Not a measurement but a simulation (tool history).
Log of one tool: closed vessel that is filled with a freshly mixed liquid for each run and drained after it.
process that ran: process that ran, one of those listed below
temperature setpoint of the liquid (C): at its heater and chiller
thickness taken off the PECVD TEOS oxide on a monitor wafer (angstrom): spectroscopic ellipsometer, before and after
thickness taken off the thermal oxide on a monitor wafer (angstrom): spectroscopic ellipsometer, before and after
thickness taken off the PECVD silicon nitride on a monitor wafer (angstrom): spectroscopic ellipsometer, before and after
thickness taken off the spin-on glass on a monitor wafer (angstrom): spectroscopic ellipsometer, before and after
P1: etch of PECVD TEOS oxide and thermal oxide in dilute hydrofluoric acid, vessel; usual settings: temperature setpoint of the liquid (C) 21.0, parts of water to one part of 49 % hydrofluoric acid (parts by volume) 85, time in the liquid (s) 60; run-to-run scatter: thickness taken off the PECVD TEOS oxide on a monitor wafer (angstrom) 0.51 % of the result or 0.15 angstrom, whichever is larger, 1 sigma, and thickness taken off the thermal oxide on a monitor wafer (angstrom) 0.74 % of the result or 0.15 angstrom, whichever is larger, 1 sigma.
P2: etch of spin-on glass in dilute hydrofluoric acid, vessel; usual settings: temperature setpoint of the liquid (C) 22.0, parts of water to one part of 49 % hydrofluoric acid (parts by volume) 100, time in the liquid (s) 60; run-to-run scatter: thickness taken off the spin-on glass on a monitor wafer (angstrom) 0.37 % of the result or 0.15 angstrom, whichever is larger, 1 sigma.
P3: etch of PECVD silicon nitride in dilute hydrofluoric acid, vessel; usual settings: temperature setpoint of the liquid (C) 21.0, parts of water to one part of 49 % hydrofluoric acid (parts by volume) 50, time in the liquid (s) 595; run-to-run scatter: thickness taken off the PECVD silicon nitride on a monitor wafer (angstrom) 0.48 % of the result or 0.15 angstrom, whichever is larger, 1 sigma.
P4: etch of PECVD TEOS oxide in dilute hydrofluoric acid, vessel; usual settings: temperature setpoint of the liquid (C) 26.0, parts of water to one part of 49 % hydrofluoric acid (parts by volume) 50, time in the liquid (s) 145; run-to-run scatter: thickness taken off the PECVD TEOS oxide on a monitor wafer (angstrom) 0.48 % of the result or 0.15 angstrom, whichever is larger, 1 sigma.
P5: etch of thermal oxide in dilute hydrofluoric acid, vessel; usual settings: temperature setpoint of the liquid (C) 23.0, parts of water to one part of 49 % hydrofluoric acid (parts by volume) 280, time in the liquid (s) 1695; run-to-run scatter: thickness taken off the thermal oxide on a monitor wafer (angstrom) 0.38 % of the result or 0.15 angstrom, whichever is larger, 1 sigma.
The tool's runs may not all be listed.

| run | hour | process that ran | temperature setpoint of the liquid (C) | parts of water to one part of 49 % hydrofluoric acid (parts by volume) | time in the liquid (s) | hours since the thermometer was replaced | hours since the hydrofluoric acid flow meter was replaced | thickness taken off the PECVD TEOS oxide on a monitor wafer (angstrom) | thickness taken off the thermal oxide on a monitor wafer (angstrom) | thickness taken off the PECVD silicon nitride on a monitor wafer (angstrom) | thickness taken off the spin-on glass on a monitor wafer (angstrom) |
|---|---|---|---|---|---|---|---|---|---|---|---|
| 1 | 3.7 | P1 | 21.0 | 85 | 60 | 186.7 | 1741.4 | 180.390 | 29.200 |  |  |
| 2 | 8.3 | P4 | 26.0 | 70 | 145 | 191.3 | 1746.0 | 403.790 |  |  |  |
| 3 | 12.4 | P1 | 17.0 | 85 | 60 | 195.4 | 1750.1 | 154.070 | 25.148 |  |  |
| 4 | 14.9 | P4 | 26.0 | 50 | 220 | 197.9 | 1752.6 | 883.670 |  |  |  |
| 5 | 20.1 | P3 | 21.0 | 20 | 595 | 203.1 | 1757.8 |  |  | 672.26 |  |
| 6 | 22.8 | P1 | 21.0 | 115 | 60 | 205.8 | 1760.5 | 128.560 | 21.482 |  |  |
| 7 | 26.4 | P1 | 26.0 | 85 | 60 | 209.4 | 1764.1 | 220.540 | 36.188 |  |  |
| 8 | 29.4 | P2 | 22.0 | 100 | 60 | 212.4 | 1767.1 |  |  |  | 260.57 |
| 9 | 32.7 | P1 | 21.0 | 85 | 60 | 215.7 | 1770.4 | 179.730 | 29.459 |  |  |
| 10 | 36.2 | P1 | 21.0 | 85 | 30 | 219.2 | 1773.9 | 89.606 | 14.781 |  |  |
| 11 | 39.8 | P1 | 21.0 | 85 | 60 | 222.8 | 1777.5 | 179.480 | 29.698 |  |  |
| 12 | 43.9 | P1 | 21.0 | 85 | 60 | 226.9 | 1781.6 | 179.750 | 29.850 |  |  |
| 13 | 49.2 | P1 | 21.0 | 45 | 105 | 232.2 | 1786.9 | 625.450 | 103.560 |  |  |
| 14 | 52.6 | P3 | 17.0 | 50 | 595 | 235.6 | 1790.3 |  |  | 209.19 |  |
| 15 | 55.0 | P2 | 22.0 | 170 | 60 | 238.0 | 1792.7 |  |  |  | 142.12 |
| 16 | 58.2 | P5 | 23.0 | 280 | 1695 | 241.2 | 1795.9 |  | 231.160 |  |  |
| 17 | 63.3 | P2 | 22.0 | 100 | 30 | 246.3 | 1801.0 |  |  |  | 129.21 |
| 18 | 67.6 | P1 | 21.0 | 85 | 60 | 250.6 | 1805.3 | 179.480 | 29.220 |  |  |
| 19 | 70.3 | P3 | 21.0 | 50 | 595 | 253.3 | 1808.0 |  |  | 277.39 |  |
| 20 | 75.1 | P3 | 21.0 | 50 | 895 | 258.1 | 1812.8 |  |  | 417.34 |  |
| 21 | 80.4 | P4 | 17.5 | 50 | 145 | 263.4 | 1818.1 | 407.710 |  |  |  |
| 22 | 84.7 | P5 | 30.0 | 280 | 1695 | 267.7 | 1822.4 |  | 292.460 |  |  |
| 23 | 89.9 | P1 | 21.0 | 85 | 60 | 272.9 | 1827.6 | 180.460 | 29.780 |  |  |
| 24 | 93.9 | P1 | 21.0 | 55 | 60 | 276.9 | 1831.6 | 289.890 | 47.897 |  |  |
| 25 | 96.8 | P2 | 17.0 | 100 | 60 | 279.8 | 1834.5 |  |  |  | 211.24 |
| 26 | 101.2 | P5 | 23.0 | 280 | 840 | 284.2 | 1838.9 |  | 114.790 |  |  |
| 27 | 106.0 | P2 | 22.0 | 100 | 60 | 289.0 | 1843.7 |  |  |  | 260.27 |
| 28 | 109.3 | P5 | 23.0 | 45 | 1695 | 292.3 | 1847.0 |  | 1865.700 |  |  |
| 29 | 112.2 | P1 | 21.0 | 85 | 95 | 295.2 | 1849.9 | 286.780 | 47.517 |  |  |
| 30 | 116.3 | P1 | 21.0 | 85 | 60 | 299.3 | 1854.0 | 181.380 | 29.561 |  |  |
| 31 | 120.0 | P4 | 26.0 | 50 | 145 | 303.0 | 1857.7 | 580.640 |  |  |  |
| 32 | 124.9 | P1 | 21.0 | 85 | 60 | 307.9 | 1862.6 | 177.960 | 29.446 |  |  |
| 33 | 129.2 | P1 | 21.0 | 85 | 60 | 312.2 | 1866.9 | 184.660 | 30.525 |  |  |
| 34 | 134.0 | P1 | 21.0 | 85 | 60 | 317.0 | 1871.7 | 186.590 | 31.215 |  |  |
| 35 | 137.8 | P1 | 21.0 | 85 | 60 | 320.8 | 1875.5 | 189.910 | 31.427 |  |  |
| 36 | 142.4 | P1 | 21.0 | 85 | 60 | 325.4 | 1880.1 | 191.030 | 31.605 |  |  |
| 37 | 145.9 | P1 | 21.0 | 85 | 60 | 328.9 | 1883.6 | 190.840 | 31.152 |  |  |
| 38 | 150.8 | P1 | 21.0 | 85 | 60 | 333.8 | 1888.5 | 192.550 | 31.255 |  |  |
| 39 | 153.8 | P1 | 21.0 | 85 | 60 | 336.8 | 1891.5 | 192.390 | 31.577 |  |  |
| 40 | 158.8 | P1 | 21.0 | 85 | 60 | 341.8 | 1896.5 | 193.050 | 32.157 |  |  |
| 41 | 161.4 | P1 | 21.0 | 85 | 60 | 344.4 | 1899.1 | 194.030 | 31.542 |  |  |
| 42 | 166.2 | P1 | 21.0 | 85 | 60 | 349.2 | 1903.9 | 192.890 | 32.065 |  |  |
| 43 | 169.1 | P1 | 21.0 | 85 | 60 | 352.1 | 1906.8 | 191.700 | 32.047 |  |  |

What P1 gives has crept away from where it was. These 2 causes fit the log equally well, each at the size given:
A: hydrofluoric acid flow above the setpoint (%) = 6.56
B: liquid hotter than its thermometer reads (K) = 1.71
The creep began at about hour 124.9.

4 check runs are offered, one wafer each, their results left as question marks. Which one tells the causes apart?
| check 1 | 172.0 | P3 | 17.0 | 20 | 595 |  |  |  |  | ? |  |
| check 2 | 172.0 | P4 | 20.5 | 50 | 145 |  |  | ? |  |  |  |
| check 3 | 172.0 | P5 | 29.5 | 100 | 1695 |  |  |  | ? |  |  |
| check 4 | 172.0 | P2 | 17.5 | 100 | 40 |  |  |  |  |  | ? |

What each check would give under each cause:
| check | result | if A | if B |
|---|---|---|---|
| check 1 | thickness taken off the PECVD silicon nitride on a monitor wafer (angstrom) | 537.21 | 571.78 |
| check 2 | thickness taken off the PECVD TEOS oxide on a monitor wafer (angstrom) | 494.370 | 496.610 |
| check 3 | thickness taken off the thermal oxide on a monitor wafer (angstrom) | 1085.200 | 1076.200 |
| check 4 | thickness taken off the spin-on glass on a monitor wafer (angstrom) | 154.61 | 154.80 |
How far apart the two closest causes lie, in the result that separates them most: check 1 6.24 %; check 2 0.45 %; check 3 0.83 %; check 4 0.12 %
Check 1 tells the causes apart: in the others they would give nearly the same result.

Check 1 was then run and gave: thickness taken off the PECVD silicon nitride on a monitor wafer (angstrom) 539.35. Which cause is it?

It is A: hydrofluoric acid flow above the setpoint (%).

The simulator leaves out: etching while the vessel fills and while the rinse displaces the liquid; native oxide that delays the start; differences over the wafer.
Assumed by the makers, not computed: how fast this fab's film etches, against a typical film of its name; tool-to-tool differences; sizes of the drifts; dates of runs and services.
